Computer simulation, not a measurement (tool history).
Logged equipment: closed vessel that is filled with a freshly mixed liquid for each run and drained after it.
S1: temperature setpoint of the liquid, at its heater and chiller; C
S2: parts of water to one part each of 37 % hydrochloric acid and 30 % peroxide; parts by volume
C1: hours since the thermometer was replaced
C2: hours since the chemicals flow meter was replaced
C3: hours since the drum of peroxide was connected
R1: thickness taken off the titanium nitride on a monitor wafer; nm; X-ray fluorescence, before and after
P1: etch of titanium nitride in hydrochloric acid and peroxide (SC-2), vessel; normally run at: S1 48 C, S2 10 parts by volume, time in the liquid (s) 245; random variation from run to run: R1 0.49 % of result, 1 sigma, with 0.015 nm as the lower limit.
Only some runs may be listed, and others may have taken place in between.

{"run": 1, "day": 0.333, "S1": 48, "S2": 10, "time in the liquid (s)": 245, "C1": 1568.6, "C2": 308.4, "C3": 681.5, "R1": 4.7043}
{"run": 2, "day": 0.862, "S1": 48, "S2": 10, "time in the liquid (s)": 30, "C1": 1581.3, "C2": 321.1, "C3": 694.2, "R1": 0.5695}
{"run": 3, "day": 1.525, "S1": 63.5, "S2": 10, "time in the liquid (s)": 245, "C1": 1597.2, "C2": 337, "C3": 710.1, "R1": 12.643}
{"run": 4, "day": 2.175, "S1": 48, "S2": 4, "time in the liquid (s)": 120, "C1": 1612.8, "C2": 352.6, "C3": 725.7, "R1": 4.5115}
{"run": 5, "day": 2.517, "S1": 48, "S2": 18.5, "time in the liquid (s)": 245, "C1": 1621, "C2": 360.8, "C3": 733.9, "R1": 2.7304}
{"run": 6, "day": 2.971, "S1": 48, "S2": 10, "time in the liquid (s)": 245, "C1": 1631.9, "C2": 371.7, "C3": 744.8, "R1": 4.6389}
{"run": 7, "day": 3.4, "S1": 48, "S2": 10, "time in the liquid (s)": 245, "C1": 1642.2, "C2": 382, "C3": 755.1, "R1": 4.6926}
{"run": 8, "day": 3.804, "S1": 48, "S2": 10, "time in the liquid (s)": 245, "C1": 1651.9, "C2": 391.7, "C3": 764.8, "R1": 4.655}
{"run": 9, "day": 4.408, "S1": 35, "S2": 10, "time in the liquid (s)": 245, "C1": 1666.4, "C2": 406.2, "C3": 779.3, "R1": 1.8689}
{"run": 10, "day": 5.096, "S1": 48, "S2": 10, "time in the liquid (s)": 490, "C1": 1682.9, "C2": 422.7, "C3": 795.8, "R1": 9.2743}
{"run": 11, "day": 5.646, "S1": 48, "S2": 4, "time in the liquid (s)": 245, "C1": 1696.1, "C2": 435.9, "C3": 809, "R1": 9.2068}
{"run": 12, "day": 6.129, "S1": 48, "S2": 14, "time in the liquid (s)": 120, "C1": 1707.7, "C2": 447.5, "C3": 820.6, "R1": 1.7404}
{"run": 13, "day": 6.733, "S1": 48, "S2": 10, "time in the liquid (s)": 245, "C1": 1722.2, "C2": 462, "C3": 835.1, "R1": 4.6789}
{"run": 14, "day": 7.192, "S1": 48, "S2": 10, "time in the liquid (s)": 245, "C1": 1733.2, "C2": 473, "C3": 846.1, "R1": 4.666}
{"run": 15, "day": 7.683, "S1": 48, "S2": 10, "time in the liquid (s)": 245, "C1": 1745, "C2": 484.8, "C3": 857.9, "R1": 4.4676}
{"run": 16, "day": 8.121, "S1": 48, "S2": 10, "time in the liquid (s)": 245, "C1": 1755.5, "C2": 495.3, "C3": 868.4, "R1": 4.3763}
{"run": 17, "day": 8.583, "S1": 48, "S2": 10, "time in the liquid (s)": 245, "C1": 1766.6, "C2": 506.4, "C3": 879.5, "R1": 4.3336}
{"day": 8.796, "done": "new drum of peroxide connected"}
{"run": 18, "day": 9.088, "S1": 48, "S2": 10, "time in the liquid (s)": 245, "C1": 1778.7, "C2": 518.5, "C3": 7.1, "R1": 4.2559}
{"run": 19, "day": 9.488, "S1": 48, "S2": 10, "time in the liquid (s)": 245, "C1": 1788.3, "C2": 528.1, "C3": 16.7, "R1": 4.2297}

The next listed run, before its measurement:
{"run": 20, "day": 9.946, "S1": 48, "S2": 10, "time in the liquid (s)": 245, "C1": 1799.3, "C2": 539.1, "C3": 27.7, "R1": "?"}

R1: 4.2055 nm
